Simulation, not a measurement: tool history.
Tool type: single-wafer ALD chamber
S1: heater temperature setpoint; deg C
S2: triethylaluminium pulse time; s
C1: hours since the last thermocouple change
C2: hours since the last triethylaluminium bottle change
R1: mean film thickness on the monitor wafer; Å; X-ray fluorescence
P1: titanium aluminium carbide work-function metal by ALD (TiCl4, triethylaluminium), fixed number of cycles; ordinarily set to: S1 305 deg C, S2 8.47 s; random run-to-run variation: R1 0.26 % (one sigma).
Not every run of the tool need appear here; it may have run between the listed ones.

run	hour	S1	S2	C1	C2	R1
1	13.2	305	8.47	1276.5	218.2	20.085
2	22.2	324	8.47	1285.5	227.2	21.789
3	37.6	323	5.94	1300.9	242.6	20.023
4	47.5	282	8.47	1310.8	252.5	18.181
5	63.4	305	2.8	1326.7	268.4	13.107
6	73.7	305	8.47	1337	278.7	20.103
7	87.8	323	4.99	1351.1	292.8	18.784
8	105.1	305	13.98	1368.4	310.1	21.098
9	120.4	305	8.47	1383.7	325.4	20.074
10	138.6	305	8.47	1401.9	343.6	20.07
11	152.7	305	8.47	1416	357.7	20.167
12	168.2	305	8.47	1431.5	373.2	19.957
13	181.7	305	8.47	1445	386.7	19.748
14	192	305	8.47	1455.3	397	19.757
15	205.7	305	8.47	1469	410.7	19.639
16	219	305	8.47	1482.3	424	19.574

Run 17 is up next; what results do you expect?
17	234	305	8.47	1497.3	439	?

R1: 19.725 Å

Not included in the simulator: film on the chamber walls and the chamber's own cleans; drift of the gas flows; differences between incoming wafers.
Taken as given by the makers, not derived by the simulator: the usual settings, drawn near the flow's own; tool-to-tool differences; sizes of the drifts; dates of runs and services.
